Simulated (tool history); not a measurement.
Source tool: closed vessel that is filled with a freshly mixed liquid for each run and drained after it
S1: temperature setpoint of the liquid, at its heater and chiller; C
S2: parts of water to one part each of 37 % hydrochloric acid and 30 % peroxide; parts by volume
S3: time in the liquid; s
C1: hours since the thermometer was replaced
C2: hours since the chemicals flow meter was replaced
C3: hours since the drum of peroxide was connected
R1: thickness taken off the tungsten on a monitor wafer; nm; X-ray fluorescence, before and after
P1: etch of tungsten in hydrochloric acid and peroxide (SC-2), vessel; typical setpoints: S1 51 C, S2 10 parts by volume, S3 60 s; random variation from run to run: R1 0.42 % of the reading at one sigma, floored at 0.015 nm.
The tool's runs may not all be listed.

| run | hour | S1 | S2 | S3 | C1 | C2 | C3 | R1 |
|---|---|---|---|---|---|---|---|---|
| 1 | 7.2 | 51 | 10 | 60 | 191.3 | 416 | 191.6 | 24.799 |
| 2 | 14.3 | 36.5 | 10 | 60 | 198.4 | 423.1 | 198.7 | 9.0195 |
| 3 | 23.9 | 51 | 4 | 60 | 208 | 432.7 | 208.3 | 49.243 |
| 4 | 31.1 | 51 | 10 | 60 | 215.2 | 439.9 | 215.5 | 24.543 |
| 5 | 36.5 | 51 | 10 | 30 | 220.6 | 445.3 | 220.9 | 12.338 |
| 6 | 43.7 | 51 | 10 | 60 | 227.8 | 452.5 | 228.1 | 24.788 |
| 7 | 53 | 51 | 5 | 105 | 237.1 | 461.8 | 237.4 | 74.377 |
| 8 | 60.2 | 51 | 10 | 60 | 244.3 | 469 | 244.6 | 24.929 |
| 9 | 69.3 | 51 | 10 | 60 | 253.4 | 478.1 | 253.7 | 24.763 |
| 10 | 78.7 | 51 | 10 | 105 | 262.8 | 487.5 | 263.1 | 42.958 |
| 11 | 83.9 | 51 | 10 | 60 | 268 | 492.7 | 268.3 | 24.769 |
| 12 | 93.1 | 67.5 | 10 | 60 | 277.2 | 501.9 | 277.5 | 70.322 |
| 13 | 99.6 | 51 | 18 | 60 | 283.7 | 508.4 | 284 | 14.922 |
| 14 | 104.2 | 51 | 10 | 60 | 288.3 | 513 | 288.6 | 24.772 |
| 15 | 110.5 | 51 | 10 | 60 | 294.6 | 519.3 | 294.9 | 25.418 |
| 16 | 115.8 | 51 | 10 | 60 | 299.9 | 524.6 | 300.2 | 25.488 |
| 17 | 124.4 | 51 | 10 | 60 | 308.5 | 533.2 | 308.8 | 26.014 |
| 18 | 128.7 | 51 | 10 | 60 | 312.8 | 537.5 | 313.1 | 26.28 |
| 19 | 134 | 51 | 10 | 60 | 318.1 | 542.8 | 318.4 | 26.274 |
| 20 | 139.3 | 51 | 10 | 60 | 323.4 | 548.1 | 323.7 | 26.437 |

Predict the results of run 21:
| 21 | 147 | 51 | 10 | 60 | 331.1 | 555.8 | 331.4 | ? |

R1: 26.591 nm
